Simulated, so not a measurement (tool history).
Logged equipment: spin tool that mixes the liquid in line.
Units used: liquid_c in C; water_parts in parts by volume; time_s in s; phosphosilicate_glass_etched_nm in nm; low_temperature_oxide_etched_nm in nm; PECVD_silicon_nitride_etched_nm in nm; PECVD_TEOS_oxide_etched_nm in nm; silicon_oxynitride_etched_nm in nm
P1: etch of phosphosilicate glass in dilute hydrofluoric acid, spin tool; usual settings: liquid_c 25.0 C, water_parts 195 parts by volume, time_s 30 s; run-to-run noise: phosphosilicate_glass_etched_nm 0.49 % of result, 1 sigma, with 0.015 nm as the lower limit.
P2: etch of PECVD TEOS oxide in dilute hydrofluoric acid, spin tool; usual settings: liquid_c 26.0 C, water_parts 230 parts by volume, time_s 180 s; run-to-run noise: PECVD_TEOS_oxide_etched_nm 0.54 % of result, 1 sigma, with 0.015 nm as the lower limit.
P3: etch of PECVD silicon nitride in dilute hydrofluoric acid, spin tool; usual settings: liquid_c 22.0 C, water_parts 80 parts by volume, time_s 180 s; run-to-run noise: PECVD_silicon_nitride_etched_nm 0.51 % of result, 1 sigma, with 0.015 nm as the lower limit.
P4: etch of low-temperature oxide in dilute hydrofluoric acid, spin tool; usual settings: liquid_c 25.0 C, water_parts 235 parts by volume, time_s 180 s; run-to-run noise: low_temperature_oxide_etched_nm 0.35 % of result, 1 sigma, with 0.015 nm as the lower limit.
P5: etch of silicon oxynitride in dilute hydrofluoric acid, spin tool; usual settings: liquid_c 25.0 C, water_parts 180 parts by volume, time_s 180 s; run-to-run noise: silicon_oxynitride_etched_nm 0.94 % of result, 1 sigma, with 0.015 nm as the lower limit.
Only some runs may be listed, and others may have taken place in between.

run	hour	process	liquid_c	water_parts	time_s	hours since the thermometer was replaced	hours since the hydrofluoric acid flow meter was replaced	phosphosilicate_glass_etched_nm	low_temperature_oxide_etched_nm	PECVD_silicon_nitride_etched_nm	PECVD_TEOS_oxide_etched_nm	silicon_oxynitride_etched_nm
1	11.9	P1	25.0	195	30	144.7	1154.8	17.5940				
2	23.0	P4	25.0	135	180	155.8	1165.9		14.14300			
3	34.8	P4	33.0	235	180	167.6	1177.7		9.57810			
4	42.5	P1	25.0	195	30	175.3	1185.4	17.6570				
5	51.7	P1	25.0	195	15	184.5	1194.6	8.7459				
6	67.2	P1	25.0	270	30	200.0	1210.1	11.7090				
7	77.3	P3	22.0	80	180	210.1	1220.2			5.73130		
8	91.2	P1	18.0	195	30	224.0	1234.1	13.5450				
9	103.5	P2	26.0	230	180	236.3	1246.4				9.0780	
10	112.9	P3	30.5	80	180	245.7	1255.8			10.06200		
11	121.7	P4	25.0	235	180	254.5	1264.6		7.27930			
12	131.7	P2	26.0	230	90	264.5	1274.6				4.5396	
13	143.0	P3	22.0	80	180	275.8	1285.9			5.76220		
14	152.9	P1	29.5	110	30	285.7	1295.8	40.9140				
15	168.0	P5	25.0	180	180	300.8	1310.9					2.3246
16	179.6	P5	25.0	180	345	312.4	1322.5					4.6039
17	194.2	P4	25.0	235	15	327.0	1337.1		0.60181			
18	206.5	P1	29.0	275	30	339.3	1349.4	13.0720				
19	221.0	P1	25.0	195	30	353.8	1363.9	17.5420				
20	232.7	P5	32.0	180	180	365.5	1375.6					3.1664
21	242.9	P2	30.5	230	180	375.7	1385.8				10.7380	
22	250.4	P1	25.0	195	30	383.2	1393.3	17.6550				
23	260.5	P1	30.5	195	30	393.3	1403.4	21.2510				
24	269.9	P5	25.0	180	180	402.7	1412.8					2.3686
25	284.0	P3	22.0	80	15	416.8	1426.9			0.47156		
26	294.0	P1	25.0	30	30	426.8	1436.9	140.3100				
27	302.0	P1	25.0	195	60	434.8	1444.9	35.1020				
28	309.6	P2	26.0	380	180	442.4	1452.5				4.7502	
29	321.0	P5	25.0	115	180	453.8	1463.9					4.0137
30	328.9	P1	25.0	195	30	461.7	1471.8	17.7240				
31	338.9	P3	22.0	145	180	471.7	1481.8			3.20450		
32	349.6	P1	25.0	195	30	482.4	1492.5	17.6860				
33	360.6	P2	26.0	230	180	493.4	1503.5				9.1186	
34	369.2	P1	33.0	195	60	502.0	1512.1	46.5790				
35	381.6	P1	25.0	195	30	514.4	1524.5	17.4540				
36	389.2	P1	25.0	195	30	522.0	1532.1	17.4930				
37	404.1	P1	25.0	195	30	536.9	1547.0	17.0240				
38	413.6	P1	25.0	195	30	546.4	1556.5	17.1050				
39	422.8	P1	25.0	195	30	555.6	1565.7	16.8740				
40	436.1	P1	25.0	195	30	568.9	1579.0	16.8220				
41	447.1	P1	25.0	195	30	579.9	1590.0	16.7480				

Run 42, settings as shown, results not yet in. Your forecast:
42	461.3	P1	25.0	195	30	594.1	1604.2	?				

Run 42 gave phosphosilicate_glass_etched_nm 16.5810 nm.
